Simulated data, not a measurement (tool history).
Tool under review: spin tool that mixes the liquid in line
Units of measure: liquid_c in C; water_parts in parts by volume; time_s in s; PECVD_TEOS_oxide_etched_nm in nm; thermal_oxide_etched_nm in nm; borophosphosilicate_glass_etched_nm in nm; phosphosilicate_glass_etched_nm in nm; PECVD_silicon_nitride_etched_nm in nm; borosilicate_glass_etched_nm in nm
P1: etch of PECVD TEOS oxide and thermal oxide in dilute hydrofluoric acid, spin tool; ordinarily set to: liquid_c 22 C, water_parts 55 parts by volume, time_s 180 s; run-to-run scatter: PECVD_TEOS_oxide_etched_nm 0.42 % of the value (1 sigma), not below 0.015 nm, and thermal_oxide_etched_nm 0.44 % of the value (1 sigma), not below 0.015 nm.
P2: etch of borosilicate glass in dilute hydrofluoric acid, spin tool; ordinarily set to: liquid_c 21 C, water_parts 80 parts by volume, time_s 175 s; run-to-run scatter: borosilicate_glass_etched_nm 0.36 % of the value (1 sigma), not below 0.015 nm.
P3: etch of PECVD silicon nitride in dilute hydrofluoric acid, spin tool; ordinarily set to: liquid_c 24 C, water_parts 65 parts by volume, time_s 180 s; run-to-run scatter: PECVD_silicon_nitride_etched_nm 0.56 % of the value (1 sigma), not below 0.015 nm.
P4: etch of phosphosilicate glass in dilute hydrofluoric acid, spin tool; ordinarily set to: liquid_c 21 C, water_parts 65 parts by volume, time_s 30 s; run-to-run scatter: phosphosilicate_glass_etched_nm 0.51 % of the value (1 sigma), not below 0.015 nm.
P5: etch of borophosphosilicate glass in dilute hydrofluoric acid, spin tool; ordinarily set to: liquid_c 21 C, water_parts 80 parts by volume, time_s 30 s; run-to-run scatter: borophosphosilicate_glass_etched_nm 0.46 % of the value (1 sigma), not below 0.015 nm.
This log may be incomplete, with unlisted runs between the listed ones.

run,day,process,liquid_c,water_parts,time_s,hours since the thermometer was replaced,hours since the hydrofluoric acid flow meter was replaced,PECVD_TEOS_oxide_etched_nm,thermal_oxide_etched_nm,borophosphosilicate_glass_etched_nm,phosphosilicate_glass_etched_nm,PECVD_silicon_nitride_etched_nm,borosilicate_glass_etched_nm
1,0.646,P1,22,55,180,767.6,1635.2,38.1230,15.46400,,,,
2,0.992,P5,21,130,30,775.9,1643.5,,,12.259,,,
3,1.642,P1,22,55,180,791.5,1659.1,38.2980,15.41200,,,,
4,2.433,P1,22,55,180,810.5,1678.1,38.0530,15.45300,,,,
5,2.788,P5,21,80,55,819.0,1686.6,,,38.783,,,
6,3.304,P4,21,65,30,831.4,1699.0,,,,76.589,,
7,3.988,P3,24,65,180,847.8,1715.4,,,,,4.70530,
8,4.442,P4,21,65,45,858.7,1726.3,,,,115.070,,
9,5.079,P1,28,55,180,874.0,1741.6,48.7920,19.65300,,,,
10,5.683,P2,21,80,175,888.5,1756.1,,,,,,51.478
11,6.046,P3,24,65,25,897.2,1764.8,,,,,0.68086,
12,6.446,P1,22,55,330,906.8,1774.4,70.0280,28.39600,,,,
13,7.079,P1,22,55,180,922.0,1789.6,37.9180,15.46800,,,,
14,7.646,P1,22,55,180,935.6,1803.2,38.0760,15.48400,,,,
# day 7.725: thermometer replaced
15,8.254,P2,21,80,60,12.7,1817.8,,,,,,17.781
16,8.696,P2,21,140,175,23.3,1828.4,,,,,,27.659
17,9.267,P3,24,65,180,37.0,1842.1,,,,,4.70960,
18,9.983,P1,22,55,80,54.2,1859.3,16.9260,6.87510,,,,
19,10.758,P1,22,55,180,72.8,1877.9,38.0250,15.38800,,,,
20,11.271,P4,28,65,30,85.1,1890.2,,,,101.390,,
21,11.967,P1,22,20,180,101.8,1906.9,109.0400,44.20000,,,,
22,12.404,P3,17,65,180,112.3,1917.4,,,,,2.93260,
23,12.762,P2,21,80,175,120.9,1926.0,,,,,,51.801
24,13.517,P1,17,55,180,139.0,1944.1,31.0360,12.44000,,,,
25,13.917,P4,21,30,30,148.6,1953.7,,,,172.180,,
26,14.588,P1,22,55,180,164.7,1969.8,38.3550,15.35500,,,,
27,15.117,P5,17,80,30,177.4,1982.5,,,17.578,,,
28,15.608,P1,22,100,15,189.2,1994.3,1.6539,0.68581,,,,
29,16.162,P5,21,80,30,202.5,2007.6,,,21.087,,,
30,16.746,P2,17,80,175,216.5,2021.6,,,,,,44.090
31,17.254,P1,22,95,180,228.7,2033.8,20.9280,8.51090,,,,
32,18.054,P3,24,20,180,247.9,2053.0,,,,,14.69400,
33,18.596,P1,22,55,180,260.9,2066.0,38.2320,15.45900,,,,
34,19.112,P1,22,55,180,273.3,2078.4,37.3120,15.12300,,,,
35,19.467,P1,22,55,180,281.8,2086.9,36.8510,14.96700,,,,
36,20.242,P1,22,55,180,300.4,2105.5,36.0940,14.68600,,,,
37,20.750,P1,22,55,180,312.6,2117.7,35.8700,14.51500,,,,
38,21.179,P1,22,55,180,322.9,2128.0,35.5410,14.50800,,,,
39,21.712,P1,22,55,180,335.7,2140.8,35.7270,14.32800,,,,
40,22.308,P1,22,55,180,350.0,2155.1,35.5510,14.34500,,,,
41,22.979,P1,22,55,180,366.1,2171.2,35.4360,14.31300,,,,
42,23.558,P1,22,55,180,380.0,2185.1,35.3330,14.26400,,,,
43,24.321,P1,22,55,180,398.3,2203.4,35.1950,14.12300,,,,
44,24.779,P1,22,55,180,409.3,2214.4,34.9450,14.26000,,,,

Compared with where it was, what P1 gives has crept away. Each cause listed below fits the log as well as the rest, at the size given for it:
A: liquid colder than its thermometer reads (K) = 1.9
B: hydrofluoric acid flow below the setpoint (%) = 7.15
The gradual shift began around day 18.596.

Listed below are the offered check runs, one wafer per run, with question marks in place of results. For which of them would the causes give clearly different outcomes?
check 1,25.238,P4,21,65,30,,,,,,?,,
check 2,25.238,P2,21,80,175,,,,,,,,?
check 3,25.238,P5,21,80,30,,,,,?,,,
check 4,25.238,P3,24,65,180,,,,,,,?,

How each check would come out, cause by cause:
check,result,if A,if B
check 1,phosphosilicate_glass_etched_nm,70.476,70.445
check 2,borosilicate_glass_etched_nm,47.946,47.833
check 3,borophosphosilicate_glass_etched_nm,19.395,19.349
check 4,PECVD_silicon_nitride_etched_nm,4.13500,4.36940
Per check, the gap between the least separated pair of causes, taken in the result that splits them most: check 1 0.04 %; check 2 0.24 %; check 3 0.24 %; check 4 5.51 %
The causes can be told apart only by check 4. The other checks would give nearly the same results under each of them.

With check 4 done, the readings were: PECVD_silicon_nitride_etched_nm 4.36560 nm. Identify which of the listed causes applies.

It is B: hydrofluoric acid flow below the setpoint (%).

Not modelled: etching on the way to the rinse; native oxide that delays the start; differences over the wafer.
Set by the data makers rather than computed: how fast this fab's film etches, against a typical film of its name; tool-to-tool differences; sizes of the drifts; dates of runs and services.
